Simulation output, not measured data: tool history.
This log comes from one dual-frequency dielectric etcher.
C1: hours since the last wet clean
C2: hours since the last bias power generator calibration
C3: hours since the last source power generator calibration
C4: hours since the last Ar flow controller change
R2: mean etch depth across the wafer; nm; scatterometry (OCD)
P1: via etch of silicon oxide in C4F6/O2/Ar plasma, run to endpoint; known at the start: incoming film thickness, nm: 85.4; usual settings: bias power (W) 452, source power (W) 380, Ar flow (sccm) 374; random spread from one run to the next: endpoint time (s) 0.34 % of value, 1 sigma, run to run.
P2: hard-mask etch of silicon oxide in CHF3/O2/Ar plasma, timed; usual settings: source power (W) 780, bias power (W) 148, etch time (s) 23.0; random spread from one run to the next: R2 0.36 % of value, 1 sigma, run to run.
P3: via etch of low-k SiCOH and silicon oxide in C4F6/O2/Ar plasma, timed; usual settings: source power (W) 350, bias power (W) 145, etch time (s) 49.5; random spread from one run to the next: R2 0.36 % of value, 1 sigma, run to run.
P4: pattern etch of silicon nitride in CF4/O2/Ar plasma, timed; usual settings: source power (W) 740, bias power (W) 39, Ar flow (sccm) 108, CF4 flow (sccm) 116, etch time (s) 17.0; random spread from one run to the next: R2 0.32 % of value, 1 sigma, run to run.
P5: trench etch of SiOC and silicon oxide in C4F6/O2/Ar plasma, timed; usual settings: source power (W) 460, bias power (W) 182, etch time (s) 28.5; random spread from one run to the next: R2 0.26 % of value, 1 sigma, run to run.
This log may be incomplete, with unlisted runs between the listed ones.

run 1 hour=4.3 | process_that_ran=P1 bias_power_(W)=452 source_power_(W)=380 Ar_flow_(sccm)=374 | C1=149.8 C2=1359.4 C3=1648.2 C4=1134.7 | endpoint_time_(s)=20.393
run 2 hour=6.6 | process_that_ran=P1 bias_power_(W)=452 source_power_(W)=380 Ar_flow_(sccm)=247 | C1=152.1 C2=1361.7 C3=1650.5 C4=1137.0 | endpoint_time_(s)=19.703
run 3 hour=9.4 | process_that_ran=P4 bias_power_(W)=39 source_power_(W)=740 Ar_flow_(sccm)=108 CF4_flow_(sccm)=116 etch_time_(s)=11.0 | C1=154.9 C2=1364.5 C3=1653.3 C4=1139.8 | R2=27.469
run 4 hour=13.8 | process_that_ran=P4 bias_power_(W)=39 source_power_(W)=460 Ar_flow_(sccm)=108 CF4_flow_(sccm)=116 etch_time_(s)=17.0 | C1=159.3 C2=1368.9 C3=1657.7 C4=1144.2 | R2=28.057
run 5 hour=17.3 | process_that_ran=P3 bias_power_(W)=145 source_power_(W)=350 etch_time_(s)=49.5 | C1=162.8 C2=1372.4 C3=1661.2 C4=1147.7 | R2=103.820
run 6 hour=22.1 | process_that_ran=P1 bias_power_(W)=452 source_power_(W)=380 Ar_flow_(sccm)=374 | C1=167.6 C2=1377.2 C3=1666.0 C4=1152.5 | endpoint_time_(s)=20.520
run 7 hour=25.4 | process_that_ran=P1 bias_power_(W)=264 source_power_(W)=380 Ar_flow_(sccm)=374 | C1=170.9 C2=1380.5 C3=1669.3 C4=1155.8 | endpoint_time_(s)=24.860
run 8 hour=30.2 | process_that_ran=P1 bias_power_(W)=571 source_power_(W)=460 Ar_flow_(sccm)=374 | C1=175.7 C2=1385.3 C3=1674.1 C4=1160.6 | endpoint_time_(s)=17.518
run 9 hour=35.1 | process_that_ran=P3 bias_power_(W)=145 source_power_(W)=350 etch_time_(s)=49.5 | C1=180.6 C2=1390.2 C3=1679.0 C4=1165.5 | R2=103.920
run 10 hour=40.1 | process_that_ran=P1 bias_power_(W)=309 source_power_(W)=510 Ar_flow_(sccm)=374 | C1=185.6 C2=1395.2 C3=1684.0 C4=1170.5 | endpoint_time_(s)=21.014
run 11 hour=43.4 | process_that_ran=P5 bias_power_(W)=142 source_power_(W)=460 etch_time_(s)=28.5 | C1=188.9 C2=1398.5 C3=1687.3 C4=1173.8 | R2=55.985
run 12 hour=47.5 | process_that_ran=P1 bias_power_(W)=452 source_power_(W)=380 Ar_flow_(sccm)=374 | C1=193.0 C2=1402.6 C3=1691.4 C4=1177.9 | endpoint_time_(s)=20.427
run 13 hour=51.6 | process_that_ran=P3 bias_power_(W)=145 source_power_(W)=350 etch_time_(s)=72.5 | C1=197.1 C2=1406.7 C3=1695.5 C4=1182.0 | R2=151.560
run 14 hour=56.4 | process_that_ran=P1 bias_power_(W)=452 source_power_(W)=380 Ar_flow_(sccm)=374 | C1=201.9 C2=1411.5 C3=1700.3 C4=1186.8 | endpoint_time_(s)=20.538
run 15 hour=60.8 | process_that_ran=P2 bias_power_(W)=148 source_power_(W)=580 etch_time_(s)=23.0 | C1=206.3 C2=1415.9 C3=1704.7 C4=1191.2 | R2=42.090
run 16 hour=64.9 | process_that_ran=P2 bias_power_(W)=203 source_power_(W)=780 etch_time_(s)=23.0 | C1=210.4 C2=1420.0 C3=1708.8 C4=1195.3 | R2=52.588
run 17 hour=68.2 | process_that_ran=P5 bias_power_(W)=182 source_power_(W)=460 etch_time_(s)=28.5 | C1=213.7 C2=1423.3 C3=1712.1 C4=1198.6 | R2=60.548
run 18 hour=71.8 | process_that_ran=P3 bias_power_(W)=202 source_power_(W)=350 etch_time_(s)=49.5 | C1=217.3 C2=1426.9 C3=1715.7 C4=1202.2 | R2=115.980
run 19 hour=74.7 | process_that_ran=P2 bias_power_(W)=148 source_power_(W)=780 etch_time_(s)=13.0 | C1=220.2 C2=1429.8 C3=1718.6 C4=1205.1 | R2=26.723
run 20 hour=77.2 | process_that_ran=P4 bias_power_(W)=39 source_power_(W)=740 Ar_flow_(sccm)=108 CF4_flow_(sccm)=116 etch_time_(s)=17.0 | C1=222.7 C2=1432.3 C3=1721.1 C4=1207.6 | R2=42.309
run 21 hour=82.6 | process_that_ran=P1 bias_power_(W)=452 source_power_(W)=380 Ar_flow_(sccm)=460 | C1=228.1 C2=1437.7 C3=1726.5 C4=1213.0 | endpoint_time_(s)=20.907
run 22 hour=87.3 | process_that_ran=P5 bias_power_(W)=182 source_power_(W)=460 etch_time_(s)=17.0 | C1=232.8 C2=1442.4 C3=1731.2 C4=1217.7 | R2=35.901
run 23 hour=92.2 | process_that_ran=P4 bias_power_(W)=24 source_power_(W)=740 Ar_flow_(sccm)=108 CF4_flow_(sccm)=116 etch_time_(s)=17.0 | C1=237.7 C2=1447.3 C3=1736.1 C4=1222.6 | R2=36.327
run 24 hour=95.3 | process_that_ran=P4 bias_power_(W)=39 source_power_(W)=740 Ar_flow_(sccm)=132 CF4_flow_(sccm)=116 etch_time_(s)=17.0 | C1=240.8 C2=1450.4 C3=1739.2 C4=1225.7 | R2=41.052
run 25 hour=99.1 | process_that_ran=P1 bias_power_(W)=566 source_power_(W)=490 Ar_flow_(sccm)=374 | C1=244.6 C2=1454.2 C3=1743.0 C4=1229.5 | endpoint_time_(s)=17.110
run 26 hour=102.7 | process_that_ran=P2 bias_power_(W)=148 source_power_(W)=780 etch_time_(s)=23.0 | C1=248.2 C2=1457.8 C3=1746.6 C4=1233.1 | R2=47.454
run 27 hour=106.4 | process_that_ran=P3 bias_power_(W)=145 source_power_(W)=270 etch_time_(s)=49.5 | C1=251.9 C2=1461.5 C3=1750.3 C4=1236.8 | R2=93.922
run 28 hour=111.7 | process_that_ran=P5 bias_power_(W)=182 source_power_(W)=460 etch_time_(s)=28.5 | C1=257.2 C2=1466.8 C3=1755.6 C4=1242.1 | R2=60.480
run 29 hour=115.5 | process_that_ran=P1 bias_power_(W)=452 source_power_(W)=280 Ar_flow_(sccm)=374 | C1=261.0 C2=1470.6 C3=1759.4 C4=1245.9 | endpoint_time_(s)=22.888
run 30 hour=117.9 | process_that_ran=P1 bias_power_(W)=636 source_power_(W)=380 Ar_flow_(sccm)=374 | C1=263.4 C2=1473.0 C3=1761.8 C4=1248.3 | endpoint_time_(s)=17.924
run 31 hour=121.9 | process_that_ran=P1 bias_power_(W)=452 source_power_(W)=530 Ar_flow_(sccm)=374 | C1=267.4 C2=1477.0 C3=1765.8 C4=1252.3 | endpoint_time_(s)=18.128
run 32 hour=125.5 | process_that_ran=P5 bias_power_(W)=182 source_power_(W)=300 etch_time_(s)=28.5 | C1=271.0 C2=1480.6 C3=1769.4 C4=1255.9 | R2=51.012
run 33 hour=129.8 | process_that_ran=P4 bias_power_(W)=39 source_power_(W)=740 Ar_flow_(sccm)=108 CF4_flow_(sccm)=143 etch_time_(s)=17.0 | C1=275.3 C2=1484.9 C3=1773.7 C4=1260.2 | R2=43.759
run 34 hour=135.1 | process_that_ran=P1 bias_power_(W)=452 source_power_(W)=380 Ar_flow_(sccm)=374 | C1=280.6 C2=1490.2 C3=1779.0 C4=1265.5 | endpoint_time_(s)=20.537
run 35 hour=140.1 | process_that_ran=P1 bias_power_(W)=452 source_power_(W)=380 Ar_flow_(sccm)=374 | C1=285.6 C2=1495.2 C3=1784.0 C4=1270.5 | endpoint_time_(s)=20.447
run 36 hour=143.8 | process_that_ran=P1 bias_power_(W)=452 source_power_(W)=380 Ar_flow_(sccm)=374 | C1=289.3 C2=1498.9 C3=1787.7 C4=1274.2 | endpoint_time_(s)=20.412
run 37 hour=149.2 | process_that_ran=P1 bias_power_(W)=452 source_power_(W)=380 Ar_flow_(sccm)=374 | C1=294.7 C2=1504.3 C3=1793.1 C4=1279.6 | endpoint_time_(s)=20.296
run 38 hour=152.9 | process_that_ran=P1 bias_power_(W)=452 source_power_(W)=380 Ar_flow_(sccm)=374 | C1=298.4 C2=1508.0 C3=1796.8 C4=1283.3 | endpoint_time_(s)=20.260
-- hour=154.6 Ar flow controller replaced
run 39 hour=156.9 | process_that_ran=P1 bias_power_(W)=452 source_power_(W)=380 Ar_flow_(sccm)=374 | C1=302.4 C2=1512.0 C3=1800.8 C4=2.4 | endpoint_time_(s)=20.092
-- hour=159.5 wet clean of the chamber
run 40 hour=161.4 | process_that_ran=P1 bias_power_(W)=452 source_power_(W)=380 Ar_flow_(sccm)=374 | C1=2.0 C2=1516.5 C3=1805.3 C4=6.9 | endpoint_time_(s)=20.071
run 41 hour=166.1 | process_that_ran=P1 bias_power_(W)=452 source_power_(W)=380 Ar_flow_(sccm)=374 | C1=6.7 C2=1521.2 C3=1810.0 C4=11.6 | endpoint_time_(s)=20.064

What P1 gives has crept away from where it was. These 2 causes fit the log equally well, each at the size given:
A: source power that arrives over what is set, % = 4.69
B: bias power that arrives over what is set, % = 4.69
Onset of the creep was near hour 140.1.
Why every other cause is out:
chamber walls in a state that raises the etch rate, %: serviced at hour 159.5, after the drift had started, without restoring the earlier output
Ar flow that arrives under what is set, %: serviced at hour 154.6, after the drift had started, without restoring the earlier output

The check runs listed below each take one wafer, and their results are still question marks. Under which run would the listed causes lead to clearly different results?
run check 1 hour=170.8 | process_that_ran=P5 bias_power_(W)=182 source_power_(W)=460 etch_time_(s)=28.5 | R2=?
run check 2 hour=170.8 | process_that_ran=P4 bias_power_(W)=39 source_power_(W)=740 Ar_flow_(sccm)=108 CF4_flow_(sccm)=116 etch_time_(s)=17.0 | R2=?
run check 3 hour=170.8 | process_that_ran=P2 bias_power_(W)=148 source_power_(W)=780 etch_time_(s)=23.0 | R2=?
run check 4 hour=170.8 | process_that_ran=P3 bias_power_(W)=145 source_power_(W)=350 etch_time_(s)=49.5 | R2=?

How each check would come out, cause by cause:
check=check_1 result=R2 if_A=61.520 if_B=61.309
check=check_2 result=R2 if_A=44.252 if_B=43.166
check=check_3 result=R2 if_A=48.256 if_B=48.098
check=check_4 result=R2 if_A=105.880 if_B=105.450
Separation of the two closest causes in each check, using whichever result separates them best: check 1 0.34 %; check 2 2.49 %; check 3 0.33 %; check 4 0.4 %
The other checks would show nearly matching results whichever cause is true, so check 2 is the only one that separates the causes.

Running check 2 produced the following: R2 42.896 nm. Which one of the listed causes fits?

The correct cause is B, namely: bias power that arrives over what is set, %.
